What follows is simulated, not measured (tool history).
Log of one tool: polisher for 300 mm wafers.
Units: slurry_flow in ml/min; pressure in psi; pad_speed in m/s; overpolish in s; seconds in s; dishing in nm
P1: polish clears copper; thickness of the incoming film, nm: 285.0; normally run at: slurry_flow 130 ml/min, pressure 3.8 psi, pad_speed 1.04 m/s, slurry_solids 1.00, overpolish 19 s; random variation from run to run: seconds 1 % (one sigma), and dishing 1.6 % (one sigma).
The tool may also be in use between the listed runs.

run,hour,slurry_flow,pressure,pad_speed,slurry_solids,overpolish,wafers polished on this pad,hours since the slurry nozzle was cleaned,hours since the head pressure was calibrated,hours since the slurry blender was calibrated,seconds,dishing
1,2.8,130,3.8,1.04,1.00,19,409,376.3,390.7,165.8,85.768,35.507
2,7.1,130,3.8,1.04,0.70,19,441,380.6,395.0,170.1,91.613,34.002
3,9.4,130,3.8,1.04,1.00,6,459,382.9,397.3,172.4,85.198,13.884
4,12.6,205,3.8,1.04,1.00,19,483,386.1,400.5,175.6,79.348,38.941
5,16.8,130,3.8,1.04,0.65,32,516,390.3,404.7,179.8,92.967,47.181
6,20.9,130,3.8,0.56,1.00,19,547,394.4,408.8,183.9,153.780,22.954
7,23.2,130,3.8,1.04,1.00,19,565,396.7,411.1,186.2,85.531,36.690
8,26.0,130,3.8,1.42,1.00,19,586,399.5,413.9,189.0,61.649,44.337
9,29.6,130,3.8,1.04,1.00,37,614,403.1,417.5,192.6,85.190,53.893
# hour 32.4: slurry blender recalibrated
10,33.3,130,3.8,1.04,1.00,19,642,406.8,421.2,1.0,85.233,35.333
11,37.2,85,3.8,1.04,1.00,19,672,410.7,425.1,4.9,94.695,33.426
12,40.6,130,1.8,1.04,1.00,19,698,414.1,428.5,8.3,176.110,19.659
13,43.3,130,3.8,1.04,1.00,19,718,416.8,431.2,11.0,85.513,35.304
14,46.8,130,2.7,0.62,1.00,19,745,420.3,434.7,14.5,200.890,18.082
15,49.2,130,5.8,1.04,1.00,19,763,422.7,437.1,16.9,55.030,50.141
16,52.3,130,3.8,1.04,1.35,19,787,425.8,440.2,20.0,79.881,38.315
17,54.8,130,3.8,1.04,1.00,19,806,428.3,442.7,22.5,85.401,36.899
18,58.9,130,3.8,1.04,1.00,19,838,432.4,446.8,26.6,83.304,35.767
19,61.3,130,3.8,1.04,1.00,19,856,434.8,449.2,29.0,84.132,35.887
20,64.2,130,3.8,1.04,1.00,19,878,437.7,452.1,31.9,88.903,35.185
21,67.2,130,3.8,1.04,1.00,19,901,440.7,455.1,34.9,91.893,34.655
# hour 68.4: slurry blender recalibrated
22,70.1,130,3.8,1.04,1.00,19,923,443.6,458.0,1.8,93.339,33.394

Run 23 comes next. What will it give?
# hour 70.2: head pressure recalibrated
23,72.8,130,3.8,1.04,1.00,19,944,446.3,2.7,4.5,?,?

Run 23 gave seconds 92.574 s, dishing 33.313 nm.
